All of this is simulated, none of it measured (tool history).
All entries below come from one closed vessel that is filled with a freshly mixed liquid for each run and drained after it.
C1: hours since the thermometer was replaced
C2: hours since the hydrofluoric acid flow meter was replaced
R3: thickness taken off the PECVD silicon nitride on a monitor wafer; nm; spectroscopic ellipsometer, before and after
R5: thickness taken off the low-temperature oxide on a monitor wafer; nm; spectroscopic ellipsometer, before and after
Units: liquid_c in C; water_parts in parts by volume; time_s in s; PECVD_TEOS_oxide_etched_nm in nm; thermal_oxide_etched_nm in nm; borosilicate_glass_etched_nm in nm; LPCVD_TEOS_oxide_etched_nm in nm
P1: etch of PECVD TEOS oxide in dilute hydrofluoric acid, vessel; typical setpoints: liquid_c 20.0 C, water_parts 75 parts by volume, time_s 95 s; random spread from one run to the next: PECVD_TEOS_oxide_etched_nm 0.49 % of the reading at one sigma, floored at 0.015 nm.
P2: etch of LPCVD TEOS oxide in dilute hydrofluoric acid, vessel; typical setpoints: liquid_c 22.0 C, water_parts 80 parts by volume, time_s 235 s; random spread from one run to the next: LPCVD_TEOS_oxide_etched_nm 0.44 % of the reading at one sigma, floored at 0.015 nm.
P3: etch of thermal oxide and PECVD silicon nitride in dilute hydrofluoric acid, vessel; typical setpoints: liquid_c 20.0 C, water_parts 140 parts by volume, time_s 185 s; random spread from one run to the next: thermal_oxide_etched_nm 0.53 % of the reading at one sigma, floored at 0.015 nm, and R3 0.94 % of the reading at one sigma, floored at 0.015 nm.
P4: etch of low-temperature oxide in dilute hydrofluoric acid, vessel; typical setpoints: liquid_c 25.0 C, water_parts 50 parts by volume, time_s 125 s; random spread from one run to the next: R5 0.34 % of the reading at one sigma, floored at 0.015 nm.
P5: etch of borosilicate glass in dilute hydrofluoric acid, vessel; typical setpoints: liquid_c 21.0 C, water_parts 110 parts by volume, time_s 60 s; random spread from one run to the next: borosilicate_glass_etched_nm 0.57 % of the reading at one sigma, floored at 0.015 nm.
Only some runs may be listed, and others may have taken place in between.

{"run": 1, "hour": 7.2, "process": "P1", "liquid_c": 20.0, "water_parts": 75, "time_s": 95, "C1": 458.3, "C2": 367.9, "PECVD_TEOS_oxide_etched_nm": 17.802}
{"run": 2, "hour": 12.2, "process": "P3", "liquid_c": 20.0, "water_parts": 140, "time_s": 185, "C1": 463.3, "C2": 372.9, "thermal_oxide_etched_nm": 5.3536, "R3": 2.4639}
{"run": 3, "hour": 19.7, "process": "P1", "liquid_c": 17.0, "water_parts": 75, "time_s": 95, "C1": 470.8, "C2": 380.4, "PECVD_TEOS_oxide_etched_nm": 15.675}
{"run": 4, "hour": 23.8, "process": "P5", "liquid_c": 21.0, "water_parts": 165, "time_s": 60, "C1": 474.9, "C2": 384.5, "borosilicate_glass_etched_nm": 11.84}
{"run": 5, "hour": 27.6, "process": "P4", "liquid_c": 25.0, "water_parts": 50, "time_s": 235, "C1": 478.7, "C2": 388.3, "R5": 95.408}
{"run": 6, "hour": 34.5, "process": "P1", "liquid_c": 20.0, "water_parts": 20, "time_s": 95, "C1": 485.6, "C2": 395.2, "PECVD_TEOS_oxide_etched_nm": 71.922}
{"run": 7, "hour": 41.3, "process": "P1", "liquid_c": 20.0, "water_parts": 75, "time_s": 95, "C1": 492.4, "C2": 402.0, "PECVD_TEOS_oxide_etched_nm": 17.818}
{"run": 8, "hour": 45.2, "process": "P5", "liquid_c": 21.0, "water_parts": 110, "time_s": 115, "C1": 496.3, "C2": 405.9, "borosilicate_glass_etched_nm": 36.251}
{"run": 9, "hour": 53.3, "process": "P5", "liquid_c": 25.5, "water_parts": 110, "time_s": 60, "C1": 504.4, "C2": 414.0, "borosilicate_glass_etched_nm": 22.523}
{"run": 10, "hour": 61.0, "process": "P1", "liquid_c": 20.0, "water_parts": 75, "time_s": 145, "C1": 512.1, "C2": 421.7, "PECVD_TEOS_oxide_etched_nm": 27.314}
{"run": 11, "hour": 68.2, "process": "P3", "liquid_c": 20.0, "water_parts": 140, "time_s": 75, "C1": 519.3, "C2": 428.9, "thermal_oxide_etched_nm": 2.1713, "R3": 1.0233}
{"run": 12, "hour": 72.7, "process": "P1", "liquid_c": 20.0, "water_parts": 125, "time_s": 95, "C1": 523.8, "C2": 433.4, "PECVD_TEOS_oxide_etched_nm": 10.161}
{"run": 13, "hour": 77.8, "process": "P1", "liquid_c": 20.0, "water_parts": 75, "time_s": 95, "C1": 528.9, "C2": 438.5, "PECVD_TEOS_oxide_etched_nm": 17.81}
{"run": 14, "hour": 83.5, "process": "P3", "liquid_c": 17.0, "water_parts": 140, "time_s": 185, "C1": 534.6, "C2": 444.2, "thermal_oxide_etched_nm": 4.7394, "R3": 2.0181}
{"run": 15, "hour": 88.8, "process": "P5", "liquid_c": 21.0, "water_parts": 110, "time_s": 60, "C1": 539.9, "C2": 449.5, "borosilicate_glass_etched_nm": 18.984}
{"run": 16, "hour": 93.4, "process": "P4", "liquid_c": 25.0, "water_parts": 50, "time_s": 125, "C1": 544.5, "C2": 454.1, "R5": 50.738}
{"run": 17, "hour": 97.5, "process": "P1", "liquid_c": 20.0, "water_parts": 75, "time_s": 30, "C1": 548.6, "C2": 458.2, "PECVD_TEOS_oxide_etched_nm": 5.6249}
{"run": 18, "hour": 105.4, "process": "P4", "liquid_c": 25.0, "water_parts": 50, "time_s": 125, "C1": 556.5, "C2": 466.1, "R5": 50.863}
{"run": 19, "hour": 110.3, "process": "P4", "liquid_c": 21.0, "water_parts": 50, "time_s": 125, "C1": 561.4, "C2": 471.0, "R5": 43.034}
{"run": 20, "hour": 114.2, "process": "P1", "liquid_c": 20.0, "water_parts": 115, "time_s": 30, "C1": 565.3, "C2": 474.9, "PECVD_TEOS_oxide_etched_nm": 3.5493}
{"run": 21, "hour": 119.0, "process": "P5", "liquid_c": 21.0, "water_parts": 110, "time_s": 60, "C1": 570.1, "C2": 479.7, "borosilicate_glass_etched_nm": 18.845}
{"run": 22, "hour": 125.8, "process": "P2", "liquid_c": 22.0, "water_parts": 80, "time_s": 235, "C1": 576.9, "C2": 486.5, "LPCVD_TEOS_oxide_etched_nm": 46.557}
{"run": 23, "hour": 130.2, "process": "P1", "liquid_c": 20.0, "water_parts": 50, "time_s": 135, "C1": 581.3, "C2": 490.9, "PECVD_TEOS_oxide_etched_nm": 39.256}
{"run": 24, "hour": 138.3, "process": "P2", "liquid_c": 22.0, "water_parts": 50, "time_s": 235, "C1": 589.4, "C2": 499.0, "LPCVD_TEOS_oxide_etched_nm": 77.654}
{"run": 25, "hour": 143.3, "process": "P2", "liquid_c": 17.0, "water_parts": 80, "time_s": 235, "C1": 594.4, "C2": 504.0, "LPCVD_TEOS_oxide_etched_nm": 37.895}
{"run": 26, "hour": 147.5, "process": "P3", "liquid_c": 20.0, "water_parts": 60, "time_s": 185, "C1": 598.6, "C2": 508.2, "thermal_oxide_etched_nm": 13.805, "R3": 5.7221}
{"run": 27, "hour": 154.9, "process": "P2", "liquid_c": 22.0, "water_parts": 80, "time_s": 360, "C1": 606.0, "C2": 515.6, "LPCVD_TEOS_oxide_etched_nm": 71.522}
{"run": 28, "hour": 162.3, "process": "P1", "liquid_c": 27.5, "water_parts": 75, "time_s": 95, "C1": 613.4, "C2": 523.0, "PECVD_TEOS_oxide_etched_nm": 24.2}
{"run": 29, "hour": 167.8, "process": "P4", "liquid_c": 25.0, "water_parts": 25, "time_s": 125, "C1": 618.9, "C2": 528.5, "R5": 105.76}
{"run": 30, "hour": 174.6, "process": "P1", "liquid_c": 20.0, "water_parts": 75, "time_s": 95, "C1": 625.7, "C2": 535.3, "PECVD_TEOS_oxide_etched_nm": 17.841}
{"run": 31, "hour": 181.6, "process": "P1", "liquid_c": 20.0, "water_parts": 75, "time_s": 95, "C1": 632.7, "C2": 542.3, "PECVD_TEOS_oxide_etched_nm": 17.756}

Run 32 has not been measured yet. What should we expect?
{"run": 32, "hour": 186.1, "process": "P1", "liquid_c": 20.0, "water_parts": 75, "time_s": 95, "C1": 637.2, "C2": 546.8, "PECVD_TEOS_oxide_etched_nm": "?"}

PECVD_TEOS_oxide_etched_nm: 18.2550 nm
